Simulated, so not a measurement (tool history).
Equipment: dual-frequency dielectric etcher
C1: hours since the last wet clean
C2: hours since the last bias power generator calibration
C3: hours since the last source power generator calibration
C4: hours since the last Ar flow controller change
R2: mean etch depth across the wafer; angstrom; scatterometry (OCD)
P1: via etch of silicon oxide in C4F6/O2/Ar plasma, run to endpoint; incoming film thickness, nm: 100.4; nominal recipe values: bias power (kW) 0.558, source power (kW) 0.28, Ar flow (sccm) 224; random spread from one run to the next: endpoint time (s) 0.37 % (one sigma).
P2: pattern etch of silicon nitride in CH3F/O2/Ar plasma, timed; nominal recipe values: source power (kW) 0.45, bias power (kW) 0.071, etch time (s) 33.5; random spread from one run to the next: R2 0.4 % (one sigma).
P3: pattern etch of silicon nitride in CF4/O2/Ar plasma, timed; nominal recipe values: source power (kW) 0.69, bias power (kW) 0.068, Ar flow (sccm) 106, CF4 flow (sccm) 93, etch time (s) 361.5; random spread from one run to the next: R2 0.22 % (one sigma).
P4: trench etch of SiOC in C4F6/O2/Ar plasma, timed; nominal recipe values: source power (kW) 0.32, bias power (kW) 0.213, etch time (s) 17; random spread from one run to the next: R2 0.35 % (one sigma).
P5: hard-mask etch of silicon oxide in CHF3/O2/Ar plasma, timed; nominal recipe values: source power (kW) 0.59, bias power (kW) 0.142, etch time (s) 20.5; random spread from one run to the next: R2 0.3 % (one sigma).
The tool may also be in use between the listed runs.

Run 1, day 0.329: process that ran P1, bias power (kW) 0.558, source power (kW) 0.28, Ar flow (sccm) 224; C1 243.3; C2 702.2; C3 863.4; C4 2250.3. Result: endpoint time (s) 23.663.
Run 2, day 0.588: process that ran P5, bias power (kW) 0.089, source power (kW) 0.59, etch time (s) 20.5; C1 249.5; C2 708.4; C3 869.6; C4 2256.5. Result: R2 317.87 angstrom.
Run 3, day 1: process that ran P1, bias power (kW) 0.348, source power (kW) 0.28, Ar flow (sccm) 174; C1 259.4; C2 718.3; C3 879.5; C4 2266.4. Result: endpoint time (s) 27.125.
Run 4, day 1.383: process that ran P3, bias power (kW) 0.068, source power (kW) 0.69, Ar flow (sccm) 106, etch time (s) 361.5, CF4 flow (sccm) 93; C1 268.6; C2 727.5; C3 888.7; C4 2275.6. Result: R2 9833.3 angstrom.
Run 5, day 1.808: process that ran P5, bias power (kW) 0.142, source power (kW) 0.59, etch time (s) 20.5; C1 278.8; C2 737.7; C3 898.9; C4 2285.8. Result: R2 364.87 angstrom.
Run 6, day 2.108: process that ran P1, bias power (kW) 0.558, source power (kW) 0.37, Ar flow (sccm) 224; C1 286; C2 744.9; C3 906.1; C4 2293. Result: endpoint time (s) 21.281.
Run 7, day 2.529: process that ran P1, bias power (kW) 0.558, source power (kW) 0.28, Ar flow (sccm) 224; C1 296.1; C2 755; C3 916.2; C4 2303.1. Result: endpoint time (s) 23.465.
Run 8, day 2.854: process that ran P3, bias power (kW) 0.068, source power (kW) 0.69, Ar flow (sccm) 106, etch time (s) 361.5, CF4 flow (sccm) 119; C1 303.9; C2 762.8; C3 924; C4 2310.9. Result: R2 10074 angstrom.
Run 9, day 3.254: process that ran P4, bias power (kW) 0.213, source power (kW) 0.32, etch time (s) 17; C1 313.5; C2 772.4; C3 933.6; C4 2320.5. Result: R2 336.29 angstrom.
Run 10, day 3.617: process that ran P5, bias power (kW) 0.142, source power (kW) 0.38, etch time (s) 20.5; C1 322.2; C2 781.1; C3 942.3; C4 2329.2. Result: R2 310.73 angstrom.
Run 11, day 4.017: process that ran P3, bias power (kW) 0.068, source power (kW) 0.89, Ar flow (sccm) 106, etch time (s) 361.5, CF4 flow (sccm) 93; C1 331.8; C2 790.7; C3 951.9; C4 2338.8. Result: R2 12225 angstrom.
Run 12, day 4.408: process that ran P1, bias power (kW) 0.558, source power (kW) 0.17, Ar flow (sccm) 224; C1 341.2; C2 800.1; C3 961.3; C4 2348.2. Result: endpoint time (s) 28.289.
Run 13, day 4.654: process that ran P3, bias power (kW) 0.068, source power (kW) 0.69, Ar flow (sccm) 127, etch time (s) 361.5, CF4 flow (sccm) 93; C1 347.1; C2 806; C3 967.2; C4 2354.1. Result: R2 9601.8 angstrom.
Run 14, day 5.096: process that ran P5, bias power (kW) 0.142, source power (kW) 0.59, etch time (s) 20.5; C1 357.7; C2 816.6; C3 977.8; C4 2364.7. Result: R2 366.43 angstrom.
Run 15, day 5.5: process that ran P3, bias power (kW) 0.068, source power (kW) 0.69, Ar flow (sccm) 106, etch time (s) 226, CF4 flow (sccm) 93; C1 367.4; C2 826.3; C3 987.5; C4 2374.4. Result: R2 6155 angstrom.
Run 16, day 5.754: process that ran P5, bias power (kW) 0.142, source power (kW) 0.59, etch time (s) 28.5; C1 373.5; C2 832.4; C3 993.6; C4 2380.5. Result: R2 509.72 angstrom.
Run 17, day 6.054: process that ran P3, bias power (kW) 0.068, source power (kW) 0.69, Ar flow (sccm) 106, etch time (s) 361.5, CF4 flow (sccm) 93; C1 380.7; C2 839.6; C3 1000.8; C4 2387.7. Result: R2 9844 angstrom.
Run 18, day 6.462: process that ran P2, bias power (kW) 0.071, source power (kW) 0.6, etch time (s) 33.5; C1 390.5; C2 849.4; C3 1010.6; C4 2397.5. Result: R2 272.77 angstrom.
Run 19, day 6.75: process that ran P2, bias power (kW) 0.093, source power (kW) 0.45, etch time (s) 33.5; C1 397.4; C2 856.3; C3 1017.5; C4 2404.4. Result: R2 267.62 angstrom.
Run 20, day 7.042: process that ran P1, bias power (kW) 0.748, source power (kW) 0.28, Ar flow (sccm) 224; C1 404.4; C2 863.3; C3 1024.5; C4 2411.4. Result: endpoint time (s) 20.99.
Run 21, day 7.4: process that ran P2, bias power (kW) 0.071, source power (kW) 0.45, etch time (s) 33.5; C1 413; C2 871.9; C3 1033.1; C4 2420. Result: R2 243.07 angstrom.
At day 7.667: source power generator calibrated.
Run 22, day 7.754: process that ran P1, bias power (kW) 0.558, source power (kW) 0.28, Ar flow (sccm) 224; C1 421.5; C2 880.4; C3 2.1; C4 2428.5. Result: endpoint time (s) 23.624.
Run 23, day 8.042: process that ran P4, bias power (kW) 0.213, source power (kW) 0.32, etch time (s) 23; C1 428.4; C2 887.3; C3 9; C4 2435.4. Result: R2 452.38 angstrom.
Run 24, day 8.304: process that ran P4, bias power (kW) 0.213, source power (kW) 0.26, etch time (s) 17; C1 434.7; C2 893.6; C3 15.3; C4 2441.7. Result: R2 308.15 angstrom.
Run 25, day 8.712: process that ran P1, bias power (kW) 0.345, source power (kW) 0.28, Ar flow (sccm) 224; C1 444.5; C2 903.4; C3 25.1; C4 2451.5. Result: endpoint time (s) 28.218.
Run 26, day 9.079: process that ran P1, bias power (kW) 0.558, source power (kW) 0.28, Ar flow (sccm) 224; C1 453.3; C2 912.2; C3 33.9; C4 2460.3. Result: endpoint time (s) 23.649.
Run 27, day 9.308: process that ran P4, bias power (kW) 0.213, source power (kW) 0.32, etch time (s) 17; C1 458.8; C2 917.7; C3 39.4; C4 2465.8. Result: R2 334.42 angstrom.
Run 28, day 9.55: process that ran P4, bias power (kW) 0.299, source power (kW) 0.32, etch time (s) 17; C1 464.6; C2 923.5; C3 45.2; C4 2471.6. Result: R2 375.49 angstrom.
Run 29, day 9.75: process that ran P1, bias power (kW) 0.558, source power (kW) 0.28, Ar flow (sccm) 164; C1 469.4; C2 928.3; C3 50; C4 2476.4. Result: endpoint time (s) 22.87.
Run 30, day 9.988: process that ran P2, bias power (kW) 0.071, source power (kW) 0.45, etch time (s) 48.5; C1 475.1; C2 934; C3 55.7; C4 2482.1. Result: R2 355.13 angstrom.
At day 10.096: bias power generator calibrated.
Run 31, day 10.325: process that ran P2, bias power (kW) 0.071, source power (kW) 0.45, etch time (s) 33.5; C1 483.2; C2 5.6; C3 63.8; C4 2490.2. Result: R2 242.32 angstrom.
Run 32, day 10.746: process that ran P1, bias power (kW) 0.558, source power (kW) 0.28, Ar flow (sccm) 283; C1 493.3; C2 15.7; C3 73.9; C4 2500.3. Result: endpoint time (s) 24.311.

Expected results for the next run?
Run 33, day 10.983: process that ran P3, bias power (kW) 0.082, source power (kW) 0.69, Ar flow (sccm) 106, etch time (s) 361.5, CF4 flow (sccm) 93; C1 499; C2 21.4; C3 79.6; C4 2506. Result: R2 ?.

Run 33 produced R2 10567 angstrom.

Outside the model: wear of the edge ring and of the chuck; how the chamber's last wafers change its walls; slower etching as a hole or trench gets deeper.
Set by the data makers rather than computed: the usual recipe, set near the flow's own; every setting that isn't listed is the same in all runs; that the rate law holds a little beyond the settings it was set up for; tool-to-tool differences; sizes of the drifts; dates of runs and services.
